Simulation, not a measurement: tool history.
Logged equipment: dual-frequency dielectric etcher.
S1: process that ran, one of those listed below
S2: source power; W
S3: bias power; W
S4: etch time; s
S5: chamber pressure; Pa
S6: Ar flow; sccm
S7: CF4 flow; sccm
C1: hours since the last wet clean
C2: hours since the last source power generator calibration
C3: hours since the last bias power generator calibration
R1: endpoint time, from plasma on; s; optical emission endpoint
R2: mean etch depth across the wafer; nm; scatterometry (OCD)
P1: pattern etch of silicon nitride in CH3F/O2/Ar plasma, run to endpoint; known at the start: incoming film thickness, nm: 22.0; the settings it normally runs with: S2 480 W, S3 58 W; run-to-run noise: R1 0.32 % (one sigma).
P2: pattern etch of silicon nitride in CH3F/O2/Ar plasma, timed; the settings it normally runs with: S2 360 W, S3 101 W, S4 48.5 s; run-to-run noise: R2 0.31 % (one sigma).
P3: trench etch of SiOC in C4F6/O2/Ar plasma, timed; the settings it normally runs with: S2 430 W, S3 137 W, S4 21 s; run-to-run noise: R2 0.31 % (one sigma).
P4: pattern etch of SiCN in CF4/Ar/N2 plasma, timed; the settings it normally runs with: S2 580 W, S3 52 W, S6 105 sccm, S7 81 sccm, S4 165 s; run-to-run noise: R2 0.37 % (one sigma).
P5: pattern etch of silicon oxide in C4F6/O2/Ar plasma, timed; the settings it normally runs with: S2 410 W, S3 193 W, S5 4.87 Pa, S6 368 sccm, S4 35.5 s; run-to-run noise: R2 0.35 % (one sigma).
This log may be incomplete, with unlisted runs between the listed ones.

| run | hour | S1 | S2 | S3 | S4 | S5 | S6 | S7 | C1 | C2 | C3 | R1 | R2 |
|---|---|---|---|---|---|---|---|---|---|---|---|---|---|
| 1 | 6.6 | P1 | 480 | 58 |  |  |  |  | 86.8 | 1351.4 | 1734.2 | 32.882 |  |
| 2 | 15.3 | P1 | 480 | 58 |  |  |  |  | 95.5 | 1360.1 | 1742.9 | 32.809 |  |
| 3 | 24.5 | P1 | 480 | 58 |  |  |  |  | 104.7 | 1369.3 | 1752.1 | 32.846 |  |
| 4 | 37.2 | P3 | 430 | 137 | 26.5 |  |  |  | 117.4 | 1382 | 1764.8 |  | 53.002 |
| 5 | 43.1 | P1 | 480 | 46 |  |  |  |  | 123.3 | 1387.9 | 1770.7 | 35.214 |  |
|  | 50.6 | source power generator calibrated |
| 6 | 55.2 | P5 | 410 | 193 | 35.5 | 4.87 | 449 |  | 135.4 | 4.6 | 1782.8 |  | 108.21 |
| 7 | 66.2 | P4 | 580 | 52 | 165 |  | 105 | 109 | 146.4 | 15.6 | 1793.8 |  | 167.44 |
| 8 | 77.4 | P2 | 220 | 101 | 48.5 |  |  |  | 157.6 | 26.8 | 1805 |  | 29.792 |
| 9 | 88.7 | P3 | 270 | 137 | 21 |  |  |  | 168.9 | 38.1 | 1816.3 |  | 34.802 |
| 10 | 97.4 | P5 | 410 | 193 | 45.5 | 4.87 | 368 |  | 177.6 | 46.8 | 1825 |  | 140.72 |
| 11 | 107.3 | P4 | 780 | 52 | 165 |  | 105 | 81 | 187.5 | 56.7 | 1834.9 |  | 209.8 |
| 12 | 118 | P1 | 480 | 58 |  |  |  |  | 198.2 | 67.4 | 1845.6 | 33.002 |  |
| 13 | 126.3 | P4 | 580 | 52 | 165 |  | 135 | 81 | 206.5 | 75.7 | 1853.9 |  | 153.14 |
| 14 | 135.7 | P1 | 640 | 77 |  |  |  |  | 215.9 | 85.1 | 1863.3 | 26.744 |  |
| 15 | 147.4 | P1 | 480 | 58 |  |  |  |  | 227.6 | 96.8 | 1875 | 32.786 |  |
| 16 | 158 | P3 | 430 | 92 | 21 |  |  |  | 238.2 | 107.4 | 1885.6 |  | 37.424 |
| 17 | 166.1 | P1 | 350 | 74 |  |  |  |  | 246.3 | 115.5 | 1893.7 | 34.227 |  |
| 18 | 178.6 | P2 | 360 | 101 | 48.5 |  |  |  | 258.8 | 128 | 1906.2 |  | 35.783 |
| 19 | 187.4 | P4 | 580 | 62 | 165 |  | 105 | 81 | 267.6 | 136.8 | 1915 |  | 169.22 |
| 20 | 193.4 | P4 | 580 | 52 | 165 |  | 105 | 81 | 273.6 | 142.8 | 1921 |  | 159.47 |
| 21 | 201.3 | P4 | 580 | 52 | 126.5 |  | 105 | 81 | 281.5 | 150.7 | 1928.9 |  | 122.26 |
| 22 | 212.8 | P3 | 430 | 137 | 21 |  |  |  | 293 | 162.2 | 1940.4 |  | 41.923 |
| 23 | 224.9 | P2 | 360 | 101 | 67 |  |  |  | 305.1 | 174.3 | 1952.5 |  | 49.415 |
| 24 | 237.8 | P1 | 620 | 58 |  |  |  |  | 318 | 187.2 | 1965.4 | 29.761 |  |
| 25 | 250.1 | P5 | 410 | 193 | 35.5 | 5.87 | 368 |  | 330.3 | 199.5 | 1977.7 |  | 107.42 |
| 26 | 262.4 | P5 | 410 | 118 | 35.5 | 4.87 | 368 |  | 342.6 | 211.8 | 1990 |  | 94.817 |
| 27 | 275.5 | P1 | 480 | 70 |  |  |  |  | 355.7 | 224.9 | 2003.1 | 31.09 |  |
| 28 | 282.6 | P2 | 360 | 139 | 48.5 |  |  |  | 362.8 | 232 | 2010.2 |  | 40.443 |
| 29 | 290.9 | P1 | 390 | 58 |  |  |  |  | 371.1 | 240.3 | 2018.5 | 35.764 |  |
| 30 | 303 | P5 | 540 | 193 | 35.5 | 4.87 | 368 |  | 383.2 | 252.4 | 2030.6 |  | 122.22 |
| 31 | 310.3 | P1 | 480 | 58 |  |  |  |  | 390.5 | 259.7 | 2037.9 | 33.002 |  |
| 32 | 322 | P1 | 590 | 43 |  |  |  |  | 402.2 | 271.4 | 2049.6 | 33.005 |  |
| 33 | 333.6 | P5 | 410 | 193 | 35.5 | 4.87 | 368 |  | 413.8 | 283 | 2061.2 |  | 110.32 |
| 34 | 344.2 | P1 | 480 | 58 |  |  |  |  | 424.4 | 293.6 | 2071.8 | 32.825 |  |
| 35 | 354.4 | P1 | 480 | 58 |  |  |  |  | 434.6 | 303.8 | 2082 | 33.166 |  |
| 36 | 364.4 | P1 | 480 | 58 |  |  |  |  | 444.6 | 313.8 | 2092 | 33.235 |  |
| 37 | 370.2 | P1 | 480 | 58 |  |  |  |  | 450.4 | 319.6 | 2097.8 | 33.481 |  |
| 38 | 377.9 | P1 | 480 | 58 |  |  |  |  | 458.1 | 327.3 | 2105.5 | 33.367 |  |
|  | 384.7 | wet clean of the chamber |
| 39 | 391.3 | P1 | 480 | 58 |  |  |  |  | 6.7 | 340.7 | 2118.9 | 33.358 |  |
| 40 | 399.8 | P1 | 480 | 58 |  |  |  |  | 15.2 | 349.2 | 2127.4 | 33.542 |  |
| 41 | 409.4 | P1 | 480 | 58 |  |  |  |  | 24.8 | 358.8 | 2137 | 33.291 |  |

The output of P1 has drifted from where it used to be. Each of the 2 causes below, taken at the size shown beside it, accounts for the log equally well:
A: source power that arrives under what is set, % = 3.98
B: bias power that arrives under what is set, % = 4.82
The onset of the drift is placed at about hour 344.2.
Every other cause this tool's parts could produce, and why it does not fit the log:
chamber walls in a state that lowers the etch rate, %: maintenance at hour 384.7, after the shift began, did not return the process to its former output

Below are 4 check runs, each averaged over 2 wafers, with their results shown as question marks. Which of them would give clearly different results depending on which cause is behind the drift?
| check 1 | 419 | P3 | 430 | 104 | 21 |  |  |  |  |  |  |  | ? |
| check 2 | 419 | P4 | 580 | 52 | 133.5 |  | 126 | 81 |  |  |  |  | ? |
| check 3 | 419 | P2 | 250 | 101 | 66 |  |  |  |  |  |  |  | ? |
| check 4 | 419 | P5 | 410 | 119 | 35.5 | 4.87 | 368 |  |  |  |  |  | ? |

How each check would come out, cause by cause:
| check | result | if A | if B |
|---|---|---|---|
| check 1 | R2 | 38.016 | 38.127 |
| check 2 | R2 | 120.54 | 123.01 |
| check 3 | R2 | 41.842 | 41.69 |
| check 4 | R2 | 93.539 | 93.748 |
Per-check spread between the two closest causes, in the result where they differ most: check 1 0.29 %; check 2 2.03 %; check 3 0.36 %; check 4 0.22 %
Only check 2 tells the causes apart: in the others they would give nearly the same result.

Check 2 has now been run. It gave: R2 122.79 nm. Which of the candidate causes is it?

It is B: bias power that arrives under what is set, %.

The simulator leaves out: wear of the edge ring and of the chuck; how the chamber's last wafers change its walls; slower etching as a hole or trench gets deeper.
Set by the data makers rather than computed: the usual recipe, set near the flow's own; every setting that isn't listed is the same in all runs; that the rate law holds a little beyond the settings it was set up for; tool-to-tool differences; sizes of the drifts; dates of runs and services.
